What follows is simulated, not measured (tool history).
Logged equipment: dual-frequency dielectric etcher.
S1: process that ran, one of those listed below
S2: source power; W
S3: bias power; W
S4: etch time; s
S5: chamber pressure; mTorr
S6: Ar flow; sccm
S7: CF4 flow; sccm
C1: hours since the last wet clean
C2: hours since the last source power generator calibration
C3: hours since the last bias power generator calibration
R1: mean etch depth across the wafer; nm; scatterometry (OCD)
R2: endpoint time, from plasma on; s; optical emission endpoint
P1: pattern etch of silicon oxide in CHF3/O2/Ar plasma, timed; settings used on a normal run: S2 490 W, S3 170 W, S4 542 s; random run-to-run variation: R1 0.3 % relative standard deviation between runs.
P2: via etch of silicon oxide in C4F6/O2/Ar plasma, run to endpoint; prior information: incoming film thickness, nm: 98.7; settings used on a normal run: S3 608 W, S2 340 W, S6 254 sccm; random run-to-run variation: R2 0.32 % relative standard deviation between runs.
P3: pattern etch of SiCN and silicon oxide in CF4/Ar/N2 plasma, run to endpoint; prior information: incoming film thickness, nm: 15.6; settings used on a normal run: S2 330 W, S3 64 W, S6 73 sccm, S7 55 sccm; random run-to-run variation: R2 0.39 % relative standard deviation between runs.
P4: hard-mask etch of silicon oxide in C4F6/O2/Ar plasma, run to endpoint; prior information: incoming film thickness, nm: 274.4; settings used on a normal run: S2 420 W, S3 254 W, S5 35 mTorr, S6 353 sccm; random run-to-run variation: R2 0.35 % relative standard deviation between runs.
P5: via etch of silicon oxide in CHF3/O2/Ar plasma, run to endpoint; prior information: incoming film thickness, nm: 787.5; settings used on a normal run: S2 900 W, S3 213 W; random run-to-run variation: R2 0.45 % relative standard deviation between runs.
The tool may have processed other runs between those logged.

run,hour,S1,S2,S3,S4,S5,S6,S7,C1,C2,C3,R1,R2
1,7.5,P1,490,170,542,,,,335.6,942.2,1281.6,978.93,
2,12.8,P4,420,254,,35,244,,340.9,947.5,1286.9,,79.662
3,23,P2,340,829,,,254,,351.1,957.7,1297.1,,18.256
4,31.5,P3,330,64,,,73,43,359.6,966.2,1305.6,,25.239
5,39.7,P1,490,170,707.5,,,,367.8,974.4,1313.8,1272.5,
6,47.5,P1,320,170,542,,,,375.6,982.2,1321.6,828,
7,54.7,P3,330,64,,,73,55,382.8,989.4,1328.8,,24.544
8,62.5,P5,900,273,,,,,390.6,997.2,1336.6,,282.62
9,71.4,P1,650,170,542,,,,399.5,1006.1,1345.5,1093.7,
10,81.2,P1,490,231,754.5,,,,409.3,1015.9,1355.3,1519.9,
11,88.6,P2,250,608,,,254,,416.7,1023.3,1362.7,,22.951
12,99.3,P4,420,254,,43.5,353,,427.4,1034,1373.4,,84.991
13,105.8,P5,900,213,,,,,433.9,1040.5,1379.9,,308.98
14,116,P2,340,608,,,254,,444.1,1050.7,1390.1,,20.556
15,126,P5,600,213,,,,,454.1,1060.7,1400.1,,360.16
16,136.3,P4,270,254,,35,353,,464.4,1071,1410.4,,97.647
17,147.7,P1,490,170,542,,,,475.8,1082.4,1421.8,975.74,
# hour 154.4: bias power generator calibrated
18,159.2,P1,670,170,717.5,,,,487.3,1093.9,4.8,1467.9,
19,167.4,P1,490,135,542,,,,495.5,1102.1,13,908.52,
20,173.1,P3,330,45,,,73,55,501.2,1107.8,18.7,,27.366
21,183.1,P1,490,170,361.5,,,,511.2,1117.8,28.7,652.81,
22,190.4,P4,420,254,,35,353,,518.5,1125.1,36,,82.625
23,199.9,P1,490,170,542,,,,528,1134.6,45.5,979.89,
24,206.9,P5,900,213,,,,,535,1141.6,52.5,,308.28
25,212.1,P1,490,170,542,,,,540.2,1146.8,57.7,982.4,
26,221.3,P2,340,608,,,354,,549.4,1156,66.9,,21.345
27,233.1,P4,420,352,,35,353,,561.2,1167.8,78.7,,74.338
28,242,P1,490,210,542,,,,570.1,1176.7,87.6,1050.6,
29,250.5,P3,330,64,,,55,55,578.6,1185.2,96.1,,23.487
30,261.1,P1,490,170,542,,,,589.2,1195.8,106.7,977.23,
31,270.2,P1,490,170,542,,,,598.3,1204.9,115.8,980.19,
32,275.8,P3,210,64,,,73,55,603.9,1210.5,121.4,,36.356
33,281.4,P2,340,608,,,254,,609.5,1216.1,127,,20.736
34,292.8,P1,490,170,542,,,,620.9,1227.5,138.4,980.36,
35,304.7,P1,490,170,542,,,,632.8,1239.4,150.3,980.24,
36,313.3,P1,490,170,542,,,,641.4,1248,158.9,987.55,
37,324.4,P1,490,170,542,,,,652.5,1259.1,170,991.24,
38,331.5,P1,490,170,542,,,,659.6,1266.2,177.1,989.78,
39,342.1,P1,490,170,542,,,,670.2,1276.8,187.7,995.05,
40,353.2,P1,490,170,542,,,,681.3,1287.9,198.8,997.5,
# hour 359: wet clean of the chamber
41,361.1,P1,490,170,542,,,,2.2,1295.8,206.7,993.74,
42,368.9,P1,490,170,542,,,,10,1303.6,214.5,993.71,
43,379.8,P1,490,170,542,,,,20.9,1314.5,225.4,988.48,

Compared with where it was, what P1 gives has crept away. Each cause listed below fits the log as well as the rest, at the size given for it:
A: source power that arrives over what is set, % = 3.95
B: bias power that arrives over what is set, % = 4.47
At approximately hour 304.7, the process output began to creep.
Every other cause this tool's parts could produce, and why it does not fit the log:
chamber walls in a state that raises the etch rate, %: its service at hour 359 followed the start of the drift and did not put the process back to its old value

You are offered 4 check runs, listed below with question marks in place of their results; each one averages 2 wafers. Which run separates the listed causes by giving clearly different results for each?
check 1,390.7,P4,300,254,,35,353,,,,,,?
check 2,390.7,P5,680,259,,,,,,,,,?
check 3,390.7,P2,290,608,,,254,,,,,,?
check 4,390.7,P3,220,46,,,73,55,,,,,?

Expected result of each check under each candidate cause:
check,result,if A,if B
check 1,R2,92.923,92.884
check 2,R2,316.62,316.27
check 3,R2,21.531,21.467
check 4,R2,37.659,38.436
How far apart the two closest causes lie, in the result that separates them most: check 1 0.04 %; check 2 0.11 %; check 3 0.3 %; check 4 2.04 %
The other checks would show nearly matching results whichever cause is true, so check 4 is the only one that separates the causes.

With check 4 done, the readings were: R2 38.412 s. Identify which of the listed causes applies.

The correct cause is B, namely: bias power that arrives over what is set, %.

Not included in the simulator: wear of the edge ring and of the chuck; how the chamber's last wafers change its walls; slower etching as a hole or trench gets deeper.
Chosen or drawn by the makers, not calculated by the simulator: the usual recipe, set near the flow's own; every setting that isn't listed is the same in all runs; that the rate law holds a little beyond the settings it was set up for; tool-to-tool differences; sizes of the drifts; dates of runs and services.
